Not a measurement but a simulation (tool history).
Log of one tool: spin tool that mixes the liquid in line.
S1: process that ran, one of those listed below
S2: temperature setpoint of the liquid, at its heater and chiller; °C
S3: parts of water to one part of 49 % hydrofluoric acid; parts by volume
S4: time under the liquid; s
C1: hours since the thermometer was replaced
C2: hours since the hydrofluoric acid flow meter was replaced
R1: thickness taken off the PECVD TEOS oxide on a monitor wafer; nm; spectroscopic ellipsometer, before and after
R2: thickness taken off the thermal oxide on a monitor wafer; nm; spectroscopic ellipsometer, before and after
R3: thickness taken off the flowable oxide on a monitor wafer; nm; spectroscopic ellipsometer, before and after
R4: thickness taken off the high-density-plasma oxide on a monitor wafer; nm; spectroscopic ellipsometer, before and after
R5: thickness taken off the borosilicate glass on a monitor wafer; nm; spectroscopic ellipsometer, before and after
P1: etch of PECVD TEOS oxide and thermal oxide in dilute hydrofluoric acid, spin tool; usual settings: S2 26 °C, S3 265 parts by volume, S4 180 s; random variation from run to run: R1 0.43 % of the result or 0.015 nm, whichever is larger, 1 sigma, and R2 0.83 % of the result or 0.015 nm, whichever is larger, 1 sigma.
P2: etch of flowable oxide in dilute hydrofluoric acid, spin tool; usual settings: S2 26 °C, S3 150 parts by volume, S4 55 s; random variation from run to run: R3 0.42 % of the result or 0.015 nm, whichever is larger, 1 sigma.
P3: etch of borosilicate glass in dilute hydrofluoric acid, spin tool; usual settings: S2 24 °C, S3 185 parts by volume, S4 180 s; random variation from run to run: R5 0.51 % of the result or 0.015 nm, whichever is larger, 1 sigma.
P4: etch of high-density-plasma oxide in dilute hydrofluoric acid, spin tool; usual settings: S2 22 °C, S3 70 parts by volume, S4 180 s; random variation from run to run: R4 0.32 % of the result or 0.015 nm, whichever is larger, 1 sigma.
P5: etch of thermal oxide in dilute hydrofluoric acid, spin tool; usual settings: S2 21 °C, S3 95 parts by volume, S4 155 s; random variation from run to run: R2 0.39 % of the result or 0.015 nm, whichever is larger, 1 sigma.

{"run": 1, "hour": 3.5, "S1": "P1", "S2": 26, "S3": 265, "S4": 180, "C1": 2294.3, "C2": 69.4, "R1": 6.7703, "R2": 2.7259}
{"run": 2, "hour": 8.9, "S1": "P2", "S2": 26, "S3": 150, "S4": 55, "C1": 2299.7, "C2": 74.8, "R3": 22.541}
{"run": 3, "hour": 12.4, "S1": "P5", "S2": 21, "S3": 95, "S4": 155, "C1": 2303.2, "C2": 78.3, "R2": 6.6882}
{"run": 4, "hour": 19.0, "S1": "P1", "S2": 20, "S3": 265, "S4": 345, "C1": 2309.8, "C2": 84.9, "R1": 10.488, "R2": 4.1647}
{"run": 5, "hour": 24.0, "S1": "P1", "S2": 18, "S3": 265, "S4": 180, "C1": 2314.8, "C2": 89.9, "R1": 5.0711, "R2": 2.068}
{"run": 6, "hour": 30.9, "S1": "P4", "S2": 22, "S3": 20, "S4": 180, "C1": 2321.7, "C2": 96.8, "R4": 47.473}
{"run": 7, "hour": 37.6, "S1": "P3", "S2": 24, "S3": 185, "S4": 180, "C1": 2328.4, "C2": 103.5, "R5": 30.674}
{"run": 8, "hour": 41.8, "S1": "P1", "S2": 26, "S3": 265, "S4": 300, "C1": 2332.6, "C2": 107.7, "R1": 11.295, "R2": 4.5791}
{"run": 9, "hour": 48.6, "S1": "P2", "S2": 31, "S3": 150, "S4": 55, "C1": 2339.4, "C2": 114.5, "R3": 27.315}
{"run": 10, "hour": 54.0, "S1": "P1", "S2": 26, "S3": 265, "S4": 180, "C1": 2344.8, "C2": 119.9, "R1": 6.7228, "R2": 2.7068}
{"run": 11, "hour": 59.1, "S1": "P1", "S2": 32, "S3": 265, "S4": 65, "C1": 2349.9, "C2": 125, "R1": 2.9959, "R2": 1.1765}
{"run": 12, "hour": 65.5, "S1": "P1", "S2": 33, "S3": 265, "S4": 180, "C1": 2356.3, "C2": 131.4, "R1": 8.5316, "R2": 3.4314}
{"run": 13, "hour": 69.1, "S1": "P1", "S2": 26, "S3": 45, "S4": 180, "C1": 2359.9, "C2": 135, "R1": 52.113, "R2": 20.898}
{"run": 14, "hour": 75.7, "S1": "P5", "S2": 21, "S3": 180, "S4": 155, "C1": 2366.5, "C2": 141.6, "R2": 3.2208}
{"run": 15, "hour": 79.6, "S1": "P5", "S2": 21, "S3": 95, "S4": 240, "C1": 2370.4, "C2": 145.5, "R2": 10.364}
{"run": 16, "hour": 84.5, "S1": "P1", "S2": 26, "S3": 370, "S4": 180, "C1": 2375.3, "C2": 150.4, "R1": 4.3661, "R2": 1.7228}
{"run": 17, "hour": 88.3, "S1": "P1", "S2": 26, "S3": 265, "S4": 50, "C1": 2379.1, "C2": 154.2, "R1": 1.8842, "R2": 0.74576}
{"run": 18, "hour": 95.2, "S1": "P3", "S2": 24, "S3": 185, "S4": 30, "C1": 2386, "C2": 161.1, "R5": 5.1524}
{"run": 19, "hour": 99.4, "S1": "P1", "S2": 26, "S3": 265, "S4": 180, "C1": 2390.2, "C2": 165.3, "R1": 6.7228, "R2": 2.7147}
{"run": 20, "hour": 104.7, "S1": "P4", "S2": 28, "S3": 70, "S4": 180, "C1": 2395.5, "C2": 170.6, "R4": 16.216}
{"run": 21, "hour": 111.8, "S1": "P2", "S2": 26, "S3": 150, "S4": 110, "C1": 2402.6, "C2": 177.7, "R3": 45.573}
{"run": 22, "hour": 117.2, "S1": "P2", "S2": 26, "S3": 225, "S4": 55, "C1": 2408, "C2": 183.1, "R3": 13.914}
{"hour": 122.8, "done": "hydrofluoric acid flow meter replaced"}
{"run": 23, "hour": 124.5, "S1": "P1", "S2": 26, "S3": 265, "S4": 180, "C1": 2415.3, "C2": 1.8, "R1": 6.7748, "R2": 2.7763}
{"run": 24, "hour": 129.5, "S1": "P5", "S2": 28, "S3": 95, "S4": 155, "C1": 2420.3, "C2": 6.8, "R2": 8.8006}
{"run": 25, "hour": 136.5, "S1": "P4", "S2": 22, "S3": 70, "S4": 310, "C1": 2427.3, "C2": 13.8, "R4": 21.976}
{"run": 26, "hour": 142.1, "S1": "P1", "S2": 26, "S3": 265, "S4": 180, "C1": 2432.9, "C2": 19.4, "R1": 6.7052, "R2": 2.7281}
{"run": 27, "hour": 145.9, "S1": "P5", "S2": 21, "S3": 95, "S4": 155, "C1": 2436.7, "C2": 23.2, "R2": 6.6964}
{"run": 28, "hour": 151.0, "S1": "P3", "S2": 24, "S3": 185, "S4": 180, "C1": 2441.8, "C2": 28.3, "R5": 30.566}
{"run": 29, "hour": 157.0, "S1": "P4", "S2": 22, "S3": 70, "S4": 180, "C1": 2447.8, "C2": 34.3, "R4": 12.684}
{"run": 30, "hour": 161.9, "S1": "P3", "S2": 24, "S3": 325, "S4": 180, "C1": 2452.7, "C2": 39.2, "R5": 15.13}
{"run": 31, "hour": 169.2, "S1": "P3", "S2": 29, "S3": 185, "S4": 180, "C1": 2460, "C2": 46.5, "R5": 36.777}

The next listed run, before its measurement:
{"run": 32, "hour": 176.5, "S1": "P1", "S2": 26, "S3": 265, "S4": 180, "C1": 2467.3, "C2": 53.8, "R1": "?", "R2": "?"}

R1: 6.7557 nm
R2: 2.7097 nm
